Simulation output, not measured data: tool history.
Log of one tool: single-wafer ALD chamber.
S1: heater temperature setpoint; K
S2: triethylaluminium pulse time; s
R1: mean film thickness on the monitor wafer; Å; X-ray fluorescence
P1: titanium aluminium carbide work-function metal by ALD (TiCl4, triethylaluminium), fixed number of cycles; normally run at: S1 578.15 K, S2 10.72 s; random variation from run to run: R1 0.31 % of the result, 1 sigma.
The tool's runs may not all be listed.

run 1 hour=10.5 | S1=578.15 S2=10.72 | R1=20.508
run 2 hour=27.0 | S1=578.15 S2=10.72 | R1=20.510
run 3 hour=45.3 | S1=578.15 S2=13.86 | R1=20.935
run 4 hour=60.0 | S1=578.15 S2=4.56 | R1=16.658
-- hour=69.2 triethylaluminium bottle replaced
run 5 hour=74.5 | S1=578.15 S2=10.72 | R1=20.530
run 6 hour=83.7 | S1=578.15 S2=10.72 | R1=20.428
run 7 hour=98.4 | S1=601.15 S2=10.72 | R1=22.579
run 8 hour=109.7 | S1=600.15 S2=17.43 | R1=22.923
run 9 hour=117.6 | S1=578.15 S2=10.72 | R1=20.530
run 10 hour=131.9 | S1=578.15 S2=10.72 | R1=20.413
run 11 hour=144.8 | S1=578.15 S2=10.72 | R1=20.571
run 12 hour=153.8 | S1=555.15 S2=10.72 | R1=18.571
run 13 hour=163.9 | S1=578.15 S2=10.72 | R1=20.370
run 14 hour=176.8 | S1=578.15 S2=10.72 | R1=20.331
run 15 hour=194.6 | S1=578.15 S2=10.72 | R1=20.261
run 16 hour=207.1 | S1=578.15 S2=10.72 | R1=20.145
run 17 hour=215.6 | S1=578.15 S2=10.72 | R1=20.145
run 18 hour=223.6 | S1=578.15 S2=10.72 | R1=20.094
run 19 hour=233.8 | S1=578.15 S2=10.72 | R1=20.070
run 20 hour=248.4 | S1=578.15 S2=10.72 | R1=20.033
run 21 hour=262.8 | S1=578.15 S2=10.72 | R1=20.014
run 22 hour=276.9 | S1=578.15 S2=10.72 | R1=20.071

The next listed run, before its measurement:
run 23 hour=292.9 | S1=578.15 S2=10.72 | R1=?

Run 23 gave R1 19.946 Å.

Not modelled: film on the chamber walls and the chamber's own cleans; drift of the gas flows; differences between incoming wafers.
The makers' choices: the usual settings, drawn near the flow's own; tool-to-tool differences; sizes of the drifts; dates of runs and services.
